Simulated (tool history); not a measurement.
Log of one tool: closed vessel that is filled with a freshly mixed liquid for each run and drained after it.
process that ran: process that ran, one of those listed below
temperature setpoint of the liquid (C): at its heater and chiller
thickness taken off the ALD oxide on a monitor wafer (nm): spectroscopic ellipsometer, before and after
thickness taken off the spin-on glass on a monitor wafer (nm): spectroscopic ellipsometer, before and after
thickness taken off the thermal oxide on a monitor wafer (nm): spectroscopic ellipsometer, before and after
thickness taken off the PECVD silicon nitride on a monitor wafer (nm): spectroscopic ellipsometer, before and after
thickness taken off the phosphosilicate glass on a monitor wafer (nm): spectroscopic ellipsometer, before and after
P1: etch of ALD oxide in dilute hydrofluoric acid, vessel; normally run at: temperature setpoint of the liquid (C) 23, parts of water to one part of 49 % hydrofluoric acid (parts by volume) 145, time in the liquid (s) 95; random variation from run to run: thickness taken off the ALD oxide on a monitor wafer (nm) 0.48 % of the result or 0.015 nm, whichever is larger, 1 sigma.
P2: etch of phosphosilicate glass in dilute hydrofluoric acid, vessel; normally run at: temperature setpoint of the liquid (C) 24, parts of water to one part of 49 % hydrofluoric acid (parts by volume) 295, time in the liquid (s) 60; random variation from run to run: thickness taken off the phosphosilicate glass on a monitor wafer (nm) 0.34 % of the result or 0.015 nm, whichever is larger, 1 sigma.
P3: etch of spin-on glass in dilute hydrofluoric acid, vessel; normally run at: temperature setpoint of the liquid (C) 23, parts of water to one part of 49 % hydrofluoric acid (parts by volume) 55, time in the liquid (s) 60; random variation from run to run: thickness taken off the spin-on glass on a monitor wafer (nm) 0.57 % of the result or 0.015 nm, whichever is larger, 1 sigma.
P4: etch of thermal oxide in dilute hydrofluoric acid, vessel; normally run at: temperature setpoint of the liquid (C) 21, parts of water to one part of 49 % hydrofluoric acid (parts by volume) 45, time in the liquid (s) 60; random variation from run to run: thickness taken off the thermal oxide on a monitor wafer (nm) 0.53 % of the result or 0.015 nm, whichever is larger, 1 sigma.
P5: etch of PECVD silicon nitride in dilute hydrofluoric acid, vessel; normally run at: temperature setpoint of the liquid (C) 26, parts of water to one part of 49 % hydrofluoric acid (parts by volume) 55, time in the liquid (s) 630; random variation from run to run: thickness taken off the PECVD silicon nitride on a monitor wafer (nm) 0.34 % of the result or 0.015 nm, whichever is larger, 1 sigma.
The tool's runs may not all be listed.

run,hour,process that ran,temperature setpoint of the liquid (C),parts of water to one part of 49 % hydrofluoric acid (parts by volume),time in the liquid (s),hours since the thermometer was replaced,hours since the hydrofluoric acid flow meter was replaced,thickness taken off the ALD oxide on a monitor wafer (nm),thickness taken off the spin-on glass on a monitor wafer (nm),thickness taken off the thermal oxide on a monitor wafer (nm),thickness taken off the PECVD silicon nitride on a monitor wafer (nm),thickness taken off the phosphosilicate glass on a monitor wafer (nm)
1,4.4,P1,23,145,95,1305.9,182,6.3915,,,,
2,10.7,P1,31,145,95,1312.2,188.3,8.6257,,,,
3,17.9,P1,23,250,95,1319.4,195.5,3.2921,,,,
4,22.9,P3,28,55,60,1324.4,200.5,,50.345,,,
5,28.4,P4,21,70,60,1329.9,206,,,3.8644,,
6,36.1,P5,26,30,630,1337.6,213.7,,,,42.898,
7,42.8,P1,23,145,95,1344.3,220.4,6.4404,,,,
8,50.4,P1,17,145,95,1351.9,228,5.0351,,,,
9,58.4,P4,21,45,105,1359.9,236,,,10.741,,
10,66,P1,30.5,145,175,1367.5,243.6,15.454,,,,
11,74.2,P1,23,145,95,1375.7,251.8,6.3453,,,,
12,80.4,P1,23,145,165,1381.9,258,11.11,,,,
13,84.7,P2,32,295,60,1386.2,262.3,,,,,23.706
14,90.9,P3,23,55,115,1392.4,268.5,,78.396,,,
15,94.5,P4,21,45,60,1396,272.1,,,6.2344,,
16,100.2,P5,30.5,55,630,1401.7,277.8,,,,31.828,
17,104.2,P5,26,55,985,1405.7,281.8,,,,36.95,
18,110.1,P1,23,55,95,1411.6,287.7,18.672,,,,
19,115.5,P1,23,145,95,1417,293.1,6.4262,,,,
20,119.3,P2,24,295,100,1420.8,296.9,,,,,30.382
21,124.8,P3,23,55,60,1426.3,302.4,,40.587,,,
22,131.6,P2,24,295,60,1433.1,309.2,,,,,18.249
23,137.5,P4,21,45,60,1439,315.1,,,6.2685,,

Run 24 comes next. What will it give?
24,144.6,P3,23,95,60,1446.1,322.2,,?,,,

{"run 24": {"thickness taken off the spin-on glass on a monitor wafer (nm)": 22.449}}

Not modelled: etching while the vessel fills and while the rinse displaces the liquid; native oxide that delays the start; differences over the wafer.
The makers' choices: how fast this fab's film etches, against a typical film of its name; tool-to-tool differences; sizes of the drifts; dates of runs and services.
